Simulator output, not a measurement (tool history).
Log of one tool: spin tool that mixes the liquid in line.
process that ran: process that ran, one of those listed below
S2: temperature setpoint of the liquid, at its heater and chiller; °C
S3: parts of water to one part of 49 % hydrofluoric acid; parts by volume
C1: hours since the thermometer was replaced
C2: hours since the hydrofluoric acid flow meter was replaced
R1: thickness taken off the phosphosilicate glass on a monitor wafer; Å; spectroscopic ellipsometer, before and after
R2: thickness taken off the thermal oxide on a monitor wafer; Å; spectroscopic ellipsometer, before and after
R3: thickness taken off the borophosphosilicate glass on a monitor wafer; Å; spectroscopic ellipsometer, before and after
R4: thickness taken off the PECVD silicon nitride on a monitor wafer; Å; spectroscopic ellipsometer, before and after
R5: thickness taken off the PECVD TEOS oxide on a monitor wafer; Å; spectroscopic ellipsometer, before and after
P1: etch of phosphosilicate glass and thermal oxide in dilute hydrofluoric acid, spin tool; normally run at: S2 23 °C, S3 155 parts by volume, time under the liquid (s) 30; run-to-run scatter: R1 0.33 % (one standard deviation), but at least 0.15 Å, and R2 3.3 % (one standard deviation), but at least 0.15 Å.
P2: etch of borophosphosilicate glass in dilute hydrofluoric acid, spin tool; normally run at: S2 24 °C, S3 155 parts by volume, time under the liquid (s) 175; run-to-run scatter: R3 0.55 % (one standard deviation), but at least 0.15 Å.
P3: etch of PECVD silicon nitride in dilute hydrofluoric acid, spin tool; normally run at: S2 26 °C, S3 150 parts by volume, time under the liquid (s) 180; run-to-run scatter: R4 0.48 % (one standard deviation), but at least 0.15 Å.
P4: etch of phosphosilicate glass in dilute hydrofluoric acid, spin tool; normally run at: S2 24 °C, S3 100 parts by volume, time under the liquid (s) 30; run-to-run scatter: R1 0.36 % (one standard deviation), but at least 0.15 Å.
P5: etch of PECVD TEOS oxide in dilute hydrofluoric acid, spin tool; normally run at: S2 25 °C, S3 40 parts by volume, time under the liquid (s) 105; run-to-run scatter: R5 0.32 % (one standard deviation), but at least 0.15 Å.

{"run": 1, "day": 0.508, "process that ran": "P1", "S2": 23, "S3": 155, "time under the liquid (s)": 30, "C1": 1447.9, "C2": 1189.6, "R1": 227.72, "R2": 8.3154}
{"run": 2, "day": 0.908, "process that ran": "P2", "S2": 28, "S3": 155, "time under the liquid (s)": 175, "C1": 1457.5, "C2": 1199.2, "R3": 622.12}
{"run": 3, "day": 1.238, "process that ran": "P1", "S2": 23, "S3": 155, "time under the liquid (s)": 30, "C1": 1465.4, "C2": 1207.1, "R1": 227.03, "R2": 8.3391}
{"run": 4, "day": 1.654, "process that ran": "P3", "S2": 18, "S3": 150, "time under the liquid (s)": 180, "C1": 1475.4, "C2": 1217.1, "R4": 24.337}
{"run": 5, "day": 2.092, "process that ran": "P4", "S2": 29, "S3": 100, "time under the liquid (s)": 30, "C1": 1485.9, "C2": 1227.6, "R1": 213.22}
{"run": 6, "day": 2.354, "process that ran": "P5", "S2": 25, "S3": 40, "time under the liquid (s)": 105, "C1": 1492.2, "C2": 1233.9, "R5": 413.05}
{"run": 7, "day": 2.65, "process that ran": "P4", "S2": 24, "S3": 55, "time under the liquid (s)": 30, "C1": 1499.3, "C2": 1241, "R1": 338.75}
{"run": 8, "day": 2.942, "process that ran": "P1", "S2": 23, "S3": 155, "time under the liquid (s)": 30, "C1": 1506.3, "C2": 1248, "R1": 224.97, "R2": 7.9208}
{"run": 9, "day": 3.271, "process that ran": "P3", "S2": 26, "S3": 150, "time under the liquid (s)": 40, "C1": 1514.2, "C2": 1255.9, "R4": 9.0747}
{"run": 10, "day": 3.796, "process that ran": "P4", "S2": 24, "S3": 100, "time under the liquid (s)": 15, "C1": 1526.8, "C2": 1268.5, "R1": 87.086}
{"run": 11, "day": 4.112, "process that ran": "P1", "S2": 17.5, "S3": 155, "time under the liquid (s)": 30, "C1": 1534.4, "C2": 1276.1, "R1": 184.41, "R2": 5.9609}
{"run": 12, "day": 4.658, "process that ran": "P1", "S2": 28, "S3": 215, "time under the liquid (s)": 30, "C1": 1547.5, "C2": 1289.2, "R1": 183.15, "R2": 6.4653}
{"run": 13, "day": 5.179, "process that ran": "P1", "S2": 23, "S3": 250, "time under the liquid (s)": 30, "C1": 1560, "C2": 1301.7, "R1": 127.29, "R2": 4.6103}
{"run": 14, "day": 5.596, "process that ran": "P2", "S2": 24, "S3": 155, "time under the liquid (s)": 175, "C1": 1570, "C2": 1311.7, "R3": 530.76}
{"run": 15, "day": 5.967, "process that ran": "P2", "S2": 24, "S3": 245, "time under the liquid (s)": 175, "C1": 1578.9, "C2": 1320.6, "R3": 307.9}
{"run": 16, "day": 6.3, "process that ran": "P1", "S2": 27, "S3": 155, "time under the liquid (s)": 30, "C1": 1586.9, "C2": 1328.6, "R1": 262.59, "R2": 9.8296}
{"run": 17, "day": 6.704, "process that ran": "P1", "S2": 23, "S3": 155, "time under the liquid (s)": 30, "C1": 1596.6, "C2": 1338.3, "R1": 227.45, "R2": 8.1825}
{"run": 18, "day": 7.225, "process that ran": "P1", "S2": 23, "S3": 155, "time under the liquid (s)": 30, "C1": 1609.1, "C2": 1350.8, "R1": 227.47, "R2": 7.9975}
{"run": 19, "day": 7.596, "process that ran": "P1", "S2": 17, "S3": 55, "time under the liquid (s)": 30, "C1": 1618, "C2": 1359.7, "R1": 562.66, "R2": 20.145}
{"run": 20, "day": 7.958, "process that ran": "P5", "S2": 25, "S3": 40, "time under the liquid (s)": 15, "C1": 1626.7, "C2": 1368.4, "R5": 58.896}
{"run": 21, "day": 8.312, "process that ran": "P4", "S2": 24, "S3": 100, "time under the liquid (s)": 30, "C1": 1635.2, "C2": 1376.9, "R1": 175.6}
{"run": 22, "day": 8.696, "process that ran": "P1", "S2": 23, "S3": 155, "time under the liquid (s)": 60, "C1": 1644.4, "C2": 1386.1, "R1": 456.21, "R2": 16.353}
{"run": 23, "day": 9.038, "process that ran": "P1", "S2": 23, "S3": 155, "time under the liquid (s)": 15, "C1": 1652.6, "C2": 1394.3, "R1": 114.17, "R2": 4.3623}
{"run": 24, "day": 9.525, "process that ran": "P1", "S2": 23, "S3": 155, "time under the liquid (s)": 30, "C1": 1664.3, "C2": 1406, "R1": 227.84, "R2": 8.377}
{"run": 25, "day": 9.942, "process that ran": "P5", "S2": 18, "S3": 40, "time under the liquid (s)": 105, "C1": 1674.3, "C2": 1416, "R5": 305.91}
{"run": 26, "day": 10.367, "process that ran": "P5", "S2": 25, "S3": 70, "time under the liquid (s)": 105, "C1": 1684.5, "C2": 1426.2, "R5": 227.06}
{"run": 27, "day": 10.762, "process that ran": "P1", "S2": 26.5, "S3": 280, "time under the liquid (s)": 30, "C1": 1694, "C2": 1435.7, "R1": 125.56, "R2": 4.3144}
{"run": 28, "day": 11.279, "process that ran": "P1", "S2": 23, "S3": 65, "time under the liquid (s)": 30, "C1": 1706.4, "C2": 1448.1, "R1": 602.17, "R2": 23.298}
{"run": 29, "day": 11.575, "process that ran": "P2", "S2": 24, "S3": 155, "time under the liquid (s)": 340, "C1": 1713.5, "C2": 1455.2, "R3": 1037.4}
{"run": 30, "day": 11.917, "process that ran": "P3", "S2": 26, "S3": 150, "time under the liquid (s)": 180, "C1": 1721.7, "C2": 1463.4, "R4": 41.374}
{"run": 31, "day": 12.271, "process that ran": "P2", "S2": 24, "S3": 155, "time under the liquid (s)": 175, "C1": 1730.2, "C2": 1471.9, "R3": 538.54}
{"run": 32, "day": 12.612, "process that ran": "P4", "S2": 24, "S3": 100, "time under the liquid (s)": 30, "C1": 1738.4, "C2": 1480.1, "R1": 174.48}
{"run": 33, "day": 13.154, "process that ran": "P3", "S2": 26, "S3": 250, "time under the liquid (s)": 180, "C1": 1751.4, "C2": 1493.1, "R4": 24.964}
{"run": 34, "day": 13.525, "process that ran": "P1", "S2": 23, "S3": 155, "time under the liquid (s)": 30, "C1": 1760.3, "C2": 1502, "R1": 227.1, "R2": 7.8335}
{"run": 35, "day": 13.946, "process that ran": "P1", "S2": 23, "S3": 155, "time under the liquid (s)": 30, "C1": 1770.4, "C2": 1512.1, "R1": 220.69, "R2": 8.5205}
{"run": 36, "day": 14.358, "process that ran": "P1", "S2": 23, "S3": 155, "time under the liquid (s)": 30, "C1": 1780.3, "C2": 1522, "R1": 216.07, "R2": 8.105}
{"run": 37, "day": 14.875, "process that ran": "P1", "S2": 23, "S3": 155, "time under the liquid (s)": 30, "C1": 1792.7, "C2": 1534.4, "R1": 212.96, "R2": 7.9113}
{"run": 38, "day": 15.346, "process that ran": "P1", "S2": 23, "S3": 155, "time under the liquid (s)": 30, "C1": 1804, "C2": 1545.7, "R1": 211.15, "R2": 7.3718}
{"run": 39, "day": 15.604, "process that ran": "P1", "S2": 23, "S3": 155, "time under the liquid (s)": 30, "C1": 1810.2, "C2": 1551.9, "R1": 210.38, "R2": 7.8963}
{"run": 40, "day": 15.871, "process that ran": "P1", "S2": 23, "S3": 155, "time under the liquid (s)": 30, "C1": 1816.6, "C2": 1558.3, "R1": 210.58, "R2": 7.7391}
{"run": 41, "day": 16.4, "process that ran": "P1", "S2": 23, "S3": 155, "time under the liquid (s)": 30, "C1": 1829.3, "C2": 1571, "R1": 209.78, "R2": 7.6467}
{"run": 42, "day": 16.746, "process that ran": "P1", "S2": 23, "S3": 155, "time under the liquid (s)": 30, "C1": 1837.6, "C2": 1579.3, "R1": 209.87, "R2": 7.5275}
{"run": 43, "day": 17.262, "process that ran": "P1", "S2": 23, "S3": 155, "time under the liquid (s)": 30, "C1": 1850, "C2": 1591.7, "R1": 208.29, "R2": 7.3106}
{"run": 44, "day": 17.588, "process that ran": "P1", "S2": 23, "S3": 155, "time under the liquid (s)": 30, "C1": 1857.8, "C2": 1599.5, "R1": 208.72, "R2": 7.5727}

P1 no longer gives what it gave before; its output has crept away from where it was. The following 2 causes, each at its listed size, fit the log equally well:
A: liquid colder than its thermometer reads (K) = 2.13
B: hydrofluoric acid flow below the setpoint (%) = 6.79
The onset of the drift is placed at about day 13.525.

The check runs listed below each take one wafer, and their results are still question marks. Under which run would the listed causes lead to clearly different results?
{"run": "check 1", "day": 17.912, "process that ran": "P3", "S2": 21, "S3": 225, "time under the liquid (s)": 180, "R4": "?"}
{"run": "check 2", "day": 17.912, "process that ran": "P5", "S2": 25, "S3": 60, "time under the liquid (s)": 15, "R5": "?"}
{"run": "check 3", "day": 17.912, "process that ran": "P4", "S2": 29, "S3": 100, "time under the liquid (s)": 15, "R1": "?"}
{"run": "check 4", "day": 17.912, "process that ran": "P2", "S2": 24, "S3": 155, "time under the liquid (s)": 305, "R3": "?"}

Check results expected under each cause:
check=check_1 result=R4 if_A=17.576 if_B=18.853
check=check_2 result=R5 if_A=35.025 if_B=35.408
check=check_3 result=R1 if_A=97.966 if_B=98.077
check=check_4 result=R3 if_A=859.93 if_B=859.07
Gap, in per cent, between the two causes that each check separates least, read from the result that separates them most: check 1 7.01 %; check 2 1.09 %; check 3 0.11 %; check 4 0.1 %
Check 1 tells the causes apart: in the others they would give nearly the same result.

Then check 1 was run and gave: R4 18.945 Å. Which cause is it?

Of the candidate causes, it is B: hydrofluoric acid flow below the setpoint (%).
